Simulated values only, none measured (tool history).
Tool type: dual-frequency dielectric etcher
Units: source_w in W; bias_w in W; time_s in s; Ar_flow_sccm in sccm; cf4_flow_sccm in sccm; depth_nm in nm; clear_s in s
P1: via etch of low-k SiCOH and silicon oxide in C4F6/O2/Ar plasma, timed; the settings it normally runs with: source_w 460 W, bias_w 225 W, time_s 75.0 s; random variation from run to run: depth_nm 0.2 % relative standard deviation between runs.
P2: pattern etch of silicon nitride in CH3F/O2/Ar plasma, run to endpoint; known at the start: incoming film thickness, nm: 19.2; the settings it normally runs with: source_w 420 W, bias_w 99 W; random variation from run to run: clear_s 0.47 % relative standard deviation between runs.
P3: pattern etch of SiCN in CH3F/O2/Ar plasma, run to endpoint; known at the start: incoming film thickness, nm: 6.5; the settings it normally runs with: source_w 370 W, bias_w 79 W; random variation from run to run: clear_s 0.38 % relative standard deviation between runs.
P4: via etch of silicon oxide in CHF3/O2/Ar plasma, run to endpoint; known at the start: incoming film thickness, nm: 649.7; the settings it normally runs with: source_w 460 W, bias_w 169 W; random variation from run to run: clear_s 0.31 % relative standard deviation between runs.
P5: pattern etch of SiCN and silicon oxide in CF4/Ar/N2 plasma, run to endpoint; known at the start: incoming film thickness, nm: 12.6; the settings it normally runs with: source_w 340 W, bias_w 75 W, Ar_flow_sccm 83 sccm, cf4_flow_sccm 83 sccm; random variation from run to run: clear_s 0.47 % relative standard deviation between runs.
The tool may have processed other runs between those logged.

run,hour,process,source_w,bias_w,time_s,Ar_flow_sccm,cf4_flow_sccm,depth_nm,clear_s
1,16.4,P1,460,225,75.0,,,233.67,
2,29.2,P1,460,225,44.5,,,138.32,
3,46.0,P1,460,225,75.0,,,232.62,
4,59.9,P4,460,169,,,,,374.120
5,68.5,P2,420,68,,,,,27.723
6,80.9,P5,340,75,,83,83,,17.703
7,96.6,P1,460,285,75.0,,,252.56,
8,109.0,P1,460,225,107.0,,,333.78,
9,120.9,P4,620,169,,,,,335.470
10,131.7,P1,580,225,75.0,,,254.59,
11,140.6,P5,340,75,,102,83,,18.275
12,154.5,P1,270,225,75.0,,,190.60,
13,169.7,P1,460,180,47.0,,,136.26,
# hour 180.2: source power generator calibrated
14,183.0,P3,490,79,,,,,15.452
15,196.5,P5,340,75,,83,99,,17.498
16,213.8,P1,460,158,42.5,,,118.19,
17,224.5,P1,460,225,75.0,,,232.95,
18,242.4,P1,460,266,97.5,,,320.56,
19,257.0,P4,460,169,,,,,375.290
20,269.0,P1,460,225,75.0,,,233.07,
21,278.3,P5,340,75,,83,83,,17.754
22,289.1,P4,460,234,,,,,337.250
23,302.5,P5,210,75,,83,83,,27.474
24,312.2,P2,420,99,,,,,24.128
25,322.6,P3,370,79,,,,,17.148
26,334.8,P5,340,43,,83,83,,21.299
27,348.6,P2,560,99,,,,,21.735
28,358.5,P3,370,47,,,,,20.428
29,370.5,P1,460,183,75.0,,,218.35,
30,387.4,P1,460,225,75.0,,,233.32,
31,403.7,P1,460,225,75.0,,,231.33,
32,422.0,P1,460,225,75.0,,,230.39,
33,431.3,P1,460,225,75.0,,,229.94,
# hour 437.6: wet clean of the chamber
34,443.6,P1,460,225,75.0,,,229.84,
35,454.4,P1,460,225,75.0,,,229.81,
36,463.3,P1,460,225,75.0,,,229.92,

P1 has crept away from where it was. The log is fitted equally well by each of these 2 causes, at the sizes shown:
A: source power that arrives under what is set, % = 4.1
B: bias power that arrives under what is set, % = 4.83
The gradual shift began around hour 387.4.
What rules out each remaining cause:
chamber walls in a state that lowers the etch rate, %: serviced at hour 437.6, after the drift had started, without restoring the earlier output

Each of the check runs listed below is run on 3 wafers and reports their average, with the results left as question marks. Pick the one under which the possible causes would lead to clearly different results.
check 1,472.2,P4,620,215,,,,,?
check 2,472.2,P3,370,56,,,,,?
check 3,472.2,P5,250,50,,83,83,,?
check 4,472.2,P2,530,74,,,,,?

Expected result of each check under each candidate cause:
check,result,if A,if B
check 1,clear_s,313.960,314.350
check 2,clear_s,19.668,19.679
check 3,clear_s,27.803,27.194
check 4,clear_s,24.925,24.942
How far apart the two closest causes lie, in the result that separates them most: check 1 0.13 %; check 2 0.05 %; check 3 2.22 %; check 4 0.06 %
Check 3 tells the causes apart: in the others they would give nearly the same result.

Check 3 was carried out, with these results: clear_s 27.330 s. Which of the listed causes is responsible?

Of the candidate causes, it is B: bias power that arrives under what is set, %.
